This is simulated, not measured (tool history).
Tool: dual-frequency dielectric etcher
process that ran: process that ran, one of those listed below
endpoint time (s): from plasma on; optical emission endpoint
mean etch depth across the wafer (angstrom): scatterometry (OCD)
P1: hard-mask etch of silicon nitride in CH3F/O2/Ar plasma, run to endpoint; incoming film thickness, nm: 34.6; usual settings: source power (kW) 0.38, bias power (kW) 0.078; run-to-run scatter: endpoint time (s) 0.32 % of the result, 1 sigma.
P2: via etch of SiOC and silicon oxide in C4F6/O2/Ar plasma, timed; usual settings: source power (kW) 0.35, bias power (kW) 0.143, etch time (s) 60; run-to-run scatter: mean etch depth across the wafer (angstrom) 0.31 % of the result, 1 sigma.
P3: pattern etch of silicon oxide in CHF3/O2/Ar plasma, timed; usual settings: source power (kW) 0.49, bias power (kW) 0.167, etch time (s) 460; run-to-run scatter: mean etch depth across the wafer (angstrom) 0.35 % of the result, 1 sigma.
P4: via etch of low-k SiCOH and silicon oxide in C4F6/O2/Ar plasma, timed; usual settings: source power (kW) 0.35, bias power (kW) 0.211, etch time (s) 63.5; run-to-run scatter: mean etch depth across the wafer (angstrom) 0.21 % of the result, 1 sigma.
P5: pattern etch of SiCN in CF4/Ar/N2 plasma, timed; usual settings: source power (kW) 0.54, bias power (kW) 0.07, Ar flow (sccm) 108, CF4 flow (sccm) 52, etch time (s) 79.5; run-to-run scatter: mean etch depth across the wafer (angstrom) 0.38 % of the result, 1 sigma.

run,hour,process that ran,source power (kW),bias power (kW),etch time (s),Ar flow (sccm),CF4 flow (sccm),endpoint time (s),mean etch depth across the wafer (angstrom)
1,9,P1,0.38,0.078,,,,49.079,
2,22.7,P3,0.49,0.104,460,,,,6991.7
3,34.4,P1,0.3,0.078,,,,53.431,
4,52.1,P5,0.54,0.07,79.5,108,63,,774.07
5,68,P5,0.54,0.07,79.5,84,52,,785.47
6,78.3,P2,0.49,0.143,60,,,,687.8
7,93.6,P3,0.49,0.167,460,,,,8136.7
8,105.4,P3,0.49,0.167,460,,,,8106.4
9,116.3,P1,0.38,0.078,,,,48.51,
10,131.1,P4,0.35,0.211,63.5,,,,1692
11,139.3,P1,0.49,0.058,,,,48.977,
12,154.9,P5,0.54,0.07,54,108,52,,506.57
13,169.1,P4,0.35,0.211,35,,,,928.38
14,180.5,P2,0.35,0.084,60,,,,516.74
15,194.7,P4,0.2,0.211,63.5,,,,1360.5
16,212.1,P1,0.38,0.078,,,,48.724,
17,220.1,P4,0.35,0.211,63.5,,,,1685.2
18,229.2,P1,0.51,0.107,,,,39.057,
19,245.6,P2,0.35,0.143,60,,,,598.77
20,259.4,P5,0.54,0.07,79.5,108,52,,742.62
21,272,P1,0.38,0.053,,,,55.478,
22,284.9,P1,0.38,0.078,,,,49.01,
23,297.7,P2,0.35,0.143,45.5,,,,457.01
24,312.6,P1,0.38,0.106,,,,43.658,
25,325.9,P5,0.54,0.057,79.5,108,52,,696.03
26,341.4,P3,0.3,0.167,460,,,,6715.8
27,349.2,P1,0.51,0.078,,,,43.763,
28,365.3,P4,0.35,0.296,63.5,,,,1892.9
29,382.3,P3,0.49,0.167,253,,,,4469.8
30,396.2,P5,0.36,0.07,79.5,108,52,,520.98
31,409.4,P1,0.53,0.093,,,,40.512,
32,420.7,P1,0.38,0.078,,,,48.897,
33,434.9,P1,0.38,0.078,,,,49.481,
34,448.9,P1,0.38,0.078,,,,49.278,
# hour 453: wet clean of the chamber
35,457.2,P1,0.38,0.078,,,,49.518,
36,465.9,P1,0.38,0.078,,,,49.666,
37,478.5,P1,0.38,0.078,,,,49.849,
38,487.8,P1,0.38,0.078,,,,49.777,

What P1 gives has crept away from where it was. These 2 causes fit the log equally well, each at the size given:
A: bias power that arrives under what is set, % = 4.47
B: source power that arrives under what is set, % = 4.14
The creep began at about hour 420.7.
Why every other cause is out:
chamber walls in a state that lowers the etch rate, %: serviced at hour 453, which brought nothing back

4 check runs are offered, each on 2 wafers whose results are averaged, their results left as question marks. Which one tells the causes apart?
check 1,497.1,P5,0.54,0.07,79.5,108,52,,?
check 2,497.1,P3,0.49,0.167,460,,,,?
check 3,497.1,P4,0.35,0.211,63.5,,,,?
check 4,497.1,P2,0.35,0.143,60,,,,?

What each check would give under each cause:
check,result,if A,if B
check 1,mean etch depth across the wafer (angstrom),735.67,720.78
check 2,mean etch depth across the wafer (angstrom),8002.7,7995.7
check 3,mean etch depth across the wafer (angstrom),1662,1659.9
check 4,mean etch depth across the wafer (angstrom),593.46,591.99
How far apart the two closest causes lie, in the result that separates them most: check 1 2.05 %; check 2 0.09 %; check 3 0.13 %; check 4 0.25 %
Check 1 tells the causes apart: in the others they would give nearly the same result.

Then check 1 was run and gave: mean etch depth across the wafer (angstrom) 734.74. Which cause is it?

It is A: bias power that arrives under what is set, %.

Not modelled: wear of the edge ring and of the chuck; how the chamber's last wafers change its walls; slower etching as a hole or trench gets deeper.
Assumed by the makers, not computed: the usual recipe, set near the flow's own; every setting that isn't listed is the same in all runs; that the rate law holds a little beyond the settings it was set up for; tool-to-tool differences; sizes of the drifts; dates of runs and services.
